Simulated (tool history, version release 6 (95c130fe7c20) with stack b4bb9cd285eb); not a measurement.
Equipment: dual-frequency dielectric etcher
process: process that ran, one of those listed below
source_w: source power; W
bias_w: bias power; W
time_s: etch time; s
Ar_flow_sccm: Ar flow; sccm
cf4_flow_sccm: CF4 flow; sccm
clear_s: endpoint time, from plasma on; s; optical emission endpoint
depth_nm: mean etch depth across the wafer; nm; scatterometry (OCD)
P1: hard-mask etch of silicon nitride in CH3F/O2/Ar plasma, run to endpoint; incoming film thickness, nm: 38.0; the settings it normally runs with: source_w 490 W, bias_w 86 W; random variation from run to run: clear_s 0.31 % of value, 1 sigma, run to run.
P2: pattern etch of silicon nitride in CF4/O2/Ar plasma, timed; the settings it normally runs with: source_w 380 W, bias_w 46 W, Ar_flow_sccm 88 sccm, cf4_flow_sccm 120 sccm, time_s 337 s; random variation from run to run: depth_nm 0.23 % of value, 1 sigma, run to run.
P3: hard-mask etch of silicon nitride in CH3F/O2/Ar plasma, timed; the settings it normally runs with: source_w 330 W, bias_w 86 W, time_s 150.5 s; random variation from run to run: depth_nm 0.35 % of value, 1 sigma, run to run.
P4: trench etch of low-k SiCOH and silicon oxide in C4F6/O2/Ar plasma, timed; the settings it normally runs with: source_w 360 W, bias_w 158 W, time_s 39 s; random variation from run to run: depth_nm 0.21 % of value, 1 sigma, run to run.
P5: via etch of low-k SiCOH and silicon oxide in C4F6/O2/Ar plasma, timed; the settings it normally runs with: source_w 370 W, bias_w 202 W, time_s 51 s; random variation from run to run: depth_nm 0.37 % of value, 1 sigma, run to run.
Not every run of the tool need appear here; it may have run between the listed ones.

run,hour,process,source_w,bias_w,time_s,Ar_flow_sccm,cf4_flow_sccm,hours since the last wet clean,hours since the last source power generator calibration,hours since the last bias power generator calibration,clear_s,depth_nm
1,14.6,P1,490,86,,,,102.2,1873.9,1002.1,48.662,
2,25.7,P4,360,158,39,,,113.3,1885,1013.2,,115.44
3,33.8,P4,360,158,39,,,121.4,1893.1,1021.3,,115.26
4,48.5,P1,490,86,,,,136.1,1907.8,1036,48.963,
5,62.2,P1,640,86,,,,149.8,1921.5,1049.7,44.106,
6,75.8,P2,380,57,337,88,120,163.4,1935.1,1063.3,,549.55
# hour 79.8: bias power generator calibrated
7,87,P4,360,115,39,,,174.6,1946.3,7.3,,104.55
8,98.9,P4,360,158,27.5,,,186.5,1958.2,19.2,,81.026
9,106.7,P1,370,86,,,,194.3,1966,27,54.17,
10,114.8,P5,370,275,51,,,202.4,1974.1,35.1,,148.3
11,127.3,P1,580,120,,,,214.9,1986.6,47.6,40.802,
12,140.5,P5,520,202,51,,,228.1,1999.8,60.8,,151.7
13,147.8,P2,380,46,337,63,120,235.4,2007.1,68.1,,522.75
14,163.5,P2,380,46,498.5,88,120,251.1,2022.8,83.8,,746.75
15,174.3,P2,540,46,337,88,120,261.9,2033.6,94.6,,686.33
16,186.1,P4,270,158,39,,,273.7,2045.4,106.4,,102.64
17,196.7,P1,490,86,,,,284.3,2056,117,48.879,
18,212.3,P2,380,46,337,88,91,299.9,2071.6,132.6,,488.41
19,225.2,P1,490,86,,,,312.8,2084.5,145.5,48.903,
20,232.7,P3,330,86,96,,,320.3,2092,153,,64.824
21,244.5,P1,490,119,,,,332.1,2103.8,164.8,43.706,
22,255.2,P1,490,67,,,,342.8,2114.5,175.5,53.019,
23,267.7,P3,330,86,150.5,,,355.3,2127,188,,101.4
# hour 271.4: wet clean of the chamber
24,275.3,P1,490,86,,,,3.9,2134.6,195.6,48.705,
25,291.4,P2,380,46,337,88,120,20,2150.7,211.7,,504.12
26,303.9,P5,370,202,74.5,,,32.5,2163.2,224.2,,195.92
27,312,P3,440,86,150.5,,,40.6,2171.3,232.3,,112.73
28,327.7,P3,330,109,150.5,,,56.3,2187,248,,110.34
29,340.3,P5,370,202,51,,,68.9,2199.6,260.6,,133.6
30,351.3,P1,490,86,,,,79.9,2210.6,271.6,48.798,
31,364.4,P1,490,86,,,,93,2223.7,284.7,48.683,
32,372.4,P1,490,86,,,,101,2231.7,292.7,48.261,
33,384.8,P1,490,86,,,,113.4,2244.1,305.1,48.426,
34,399.3,P1,490,86,,,,127.9,2258.6,319.6,48.517,
35,408.6,P1,490,86,,,,137.2,2267.9,328.9,48.411,
36,422.1,P1,490,86,,,,150.7,2281.4,342.4,48.395,
# hour 427.6: wet clean of the chamber
37,431.4,P1,490,86,,,,3.9,2290.7,351.7,48.382,
38,441.6,P1,490,86,,,,14.1,2300.9,361.9,48.225,
39,451.4,P1,490,86,,,,23.9,2310.7,371.7,48.147,
40,461.4,P1,490,86,,,,33.9,2320.7,381.7,48.23,

P1 no longer gives what it gave before; its output has crept away from where it was. The following 2 causes, each at its listed size, fit the log equally well:
A: bias power that arrives over what is set, % = 4.46
B: source power that arrives over what is set, % = 4.16
The onset of the drift is placed at about hour 351.3.
All other causes, with the reason each is excluded:
chamber walls in a state that raises the etch rate, %: work on it at hour 427.6, done after the drift set in, did not restore what the process gave before

Of the 4 check runs listed below, each run on one wafer and each result written as a question mark, which would let you distinguish the listed causes because they would give clearly different results?
check 1,471.4,P5,370,273,51,,,,,,,?
check 2,471.4,P4,360,119,39,,,,,,,?
check 3,471.4,P2,510,46,337,88,120,,,,,?
check 4,471.4,P3,330,86,121.5,,,,,,,?

Check results expected under each cause:
check,result,if A,if B
check 1,depth_nm,149.84,149.9
check 2,depth_nm,106.95,107.33
check 3,depth_nm,663.26,676.86
check 4,depth_nm,83.145,83.095
Per check, the gap between the least separated pair of causes, taken in the result that splits them most: check 1 0.04 %; check 2 0.36 %; check 3 2.03 %; check 4 0.06 %
Only check 3 tells the causes apart: in the others they would give nearly the same result.

With check 3 done, the readings were: depth_nm 675.75 nm. Identify which of the listed causes applies.

The correct cause is B, namely: source power that arrives over what is set, %.
